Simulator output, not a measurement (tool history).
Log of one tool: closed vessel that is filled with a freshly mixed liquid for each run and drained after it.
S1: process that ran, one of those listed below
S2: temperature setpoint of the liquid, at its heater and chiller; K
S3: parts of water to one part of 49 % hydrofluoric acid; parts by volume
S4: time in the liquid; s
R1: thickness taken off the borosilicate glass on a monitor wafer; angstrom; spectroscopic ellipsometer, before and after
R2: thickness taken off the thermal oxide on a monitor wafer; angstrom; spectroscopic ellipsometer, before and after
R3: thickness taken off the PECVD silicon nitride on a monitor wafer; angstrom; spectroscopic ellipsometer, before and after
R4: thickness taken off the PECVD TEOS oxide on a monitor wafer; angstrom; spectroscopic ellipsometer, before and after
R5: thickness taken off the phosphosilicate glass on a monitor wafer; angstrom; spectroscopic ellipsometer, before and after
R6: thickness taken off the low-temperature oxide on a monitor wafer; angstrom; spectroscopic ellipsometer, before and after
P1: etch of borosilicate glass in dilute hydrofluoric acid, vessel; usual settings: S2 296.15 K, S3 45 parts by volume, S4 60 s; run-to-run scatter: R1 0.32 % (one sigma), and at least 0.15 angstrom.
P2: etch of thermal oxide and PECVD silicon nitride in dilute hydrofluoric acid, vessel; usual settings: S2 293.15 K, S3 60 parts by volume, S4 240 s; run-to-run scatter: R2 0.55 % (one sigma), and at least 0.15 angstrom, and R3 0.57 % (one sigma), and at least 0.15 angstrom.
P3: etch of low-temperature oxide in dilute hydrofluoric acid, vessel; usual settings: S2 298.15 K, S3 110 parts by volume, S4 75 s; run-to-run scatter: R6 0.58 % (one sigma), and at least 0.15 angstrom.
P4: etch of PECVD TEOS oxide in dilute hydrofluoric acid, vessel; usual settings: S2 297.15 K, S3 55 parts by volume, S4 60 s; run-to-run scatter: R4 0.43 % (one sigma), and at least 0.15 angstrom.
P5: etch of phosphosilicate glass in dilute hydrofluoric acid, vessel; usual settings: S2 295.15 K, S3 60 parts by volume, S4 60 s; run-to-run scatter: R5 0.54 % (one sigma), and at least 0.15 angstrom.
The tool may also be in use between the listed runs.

run 1 hour=15.9 | S1=P1 S2=296.15 S3=45 S4=60 | R1=385.60
run 2 hour=25.7 | S1=P1 S2=296.15 S3=20 S4=110 | R1=1649.60
run 3 hour=36.4 | S1=P1 S2=304.15 S3=45 S4=60 | R1=529.66
run 4 hour=51.0 | S1=P2 S2=293.15 S3=60 S4=240 | R2=159.880 R3=93.083
run 5 hour=66.9 | S1=P4 S2=301.15 S3=55 S4=60 | R4=143.180
run 6 hour=78.8 | S1=P2 S2=293.15 S3=60 S4=240 | R2=159.660 R3=91.962
run 7 hour=96.3 | S1=P5 S2=295.15 S3=60 S4=60 | R5=840.13
run 8 hour=113.9 | S1=P4 S2=297.15 S3=80 S4=60 | R4=80.312
run 9 hour=130.6 | S1=P1 S2=290.15 S3=45 S4=30 | R1=149.85
run 10 hour=145.4 | S1=P5 S2=295.15 S3=60 S4=30 | R5=415.47
run 11 hour=160.2 | S1=P2 S2=293.15 S3=100 S4=240 | R2=91.446 R3=56.576
run 12 hour=170.2 | S1=P1 S2=296.15 S3=30 S4=60 | R1=589.08
run 13 hour=184.7 | S1=P4 S2=297.15 S3=55 S4=60 | R4=120.690
run 14 hour=202.0 | S1=P2 S2=293.15 S3=60 S4=30 | R2=20.361 R3=11.632
run 15 hour=218.2 | S1=P3 S2=291.65 S3=110 S4=75 | R6=149.340
run 16 hour=233.2 | S1=P1 S2=296.15 S3=45 S4=30 | R1=192.26
run 17 hour=248.5 | S1=P1 S2=296.15 S3=45 S4=60 | R1=383.57
run 18 hour=263.7 | S1=P1 S2=296.15 S3=45 S4=105 | R1=674.38
run 19 hour=273.9 | S1=P1 S2=296.15 S3=45 S4=60 | R1=383.95
run 20 hour=283.4 | S1=P3 S2=298.15 S3=110 S4=30 | R6=76.733
run 21 hour=294.1 | S1=P3 S2=298.15 S3=200 S4=75 | R6=96.870
run 22 hour=305.5 | S1=P2 S2=300.15 S3=60 S4=240 | R2=213.860 R3=148.820
run 23 hour=319.8 | S1=P1 S2=291.65 S3=45 S4=60 | R1=318.63
run 24 hour=333.1 | S1=P5 S2=290.15 S3=60 S4=60 | R5=673.49
run 25 hour=343.4 | S1=P1 S2=296.15 S3=45 S4=60 | R1=383.90
run 26 hour=356.1 | S1=P1 S2=296.15 S3=60 S4=60 | R1=282.86
run 27 hour=373.7 | S1=P4 S2=297.15 S3=55 S4=110 | R4=220.230
run 28 hour=385.4 | S1=P1 S2=296.15 S3=45 S4=60 | R1=383.95
run 29 hour=400.7 | S1=P3 S2=298.15 S3=110 S4=75 | R6=192.040
run 30 hour=411.0 | S1=P5 S2=295.15 S3=105 S4=60 | R5=455.62
run 31 hour=425.5 | S1=P1 S2=296.15 S3=45 S4=60 | R1=384.08
run 32 hour=435.6 | S1=P1 S2=296.15 S3=45 S4=60 | R1=401.88
run 33 hour=451.5 | S1=P1 S2=296.15 S3=45 S4=60 | R1=410.44
run 34 hour=463.0 | S1=P1 S2=296.15 S3=45 S4=60 | R1=417.88
run 35 hour=476.5 | S1=P1 S2=296.15 S3=45 S4=60 | R1=420.15
run 36 hour=488.7 | S1=P1 S2=296.15 S3=45 S4=60 | R1=420.76
run 37 hour=496.8 | S1=P1 S2=296.15 S3=45 S4=60 | R1=421.54

What P1 gives has crept away from where it was. These 2 causes fit the log equally well, each at the size given:
A: liquid hotter than its thermometer reads (K) = 2.09
B: hydrofluoric acid flow above the setpoint (%) = 8.5
The creep began at about hour 425.5.

4 check runs are offered, one wafer each, their results left as question marks. Which one tells the causes apart?
run check 1 hour=504.9 | S1=P5 S2=295.15 S3=60 S4=60 | R5=?
run check 2 hour=504.9 | S1=P4 S2=297.15 S3=55 S4=60 | R4=?
run check 3 hour=504.9 | S1=P3 S2=298.15 S3=110 S4=75 | R6=?
run check 4 hour=504.9 | S1=P2 S2=293.15 S3=60 S4=240 | R2=? R3=?

What each check would give under each cause:
check=check_1 result=R5 if_A=912.05 if_B=913.36
check=check_2 result=R4 if_A=131.630 if_B=131.930
check=check_3 result=R6 if_A=209.920 if_B=212.390
check=check_4 result=R2 if_A=174.870 if_B=174.830
check=check_4 result=R3 if_A=106.780 if_B=100.160
How far apart the two closest causes lie, in the result that separates them most: check 1 0.14 %; check 2 0.23 %; check 3 1.17 %; check 4 6.4 %
Only check 4 tells the causes apart: in the others they would give nearly the same result.

Then check 4 was run and gave: R2 174.600 angstrom; R3 100.870 angstrom. Which cause is it?

It is B: hydrofluoric acid flow above the setpoint (%).
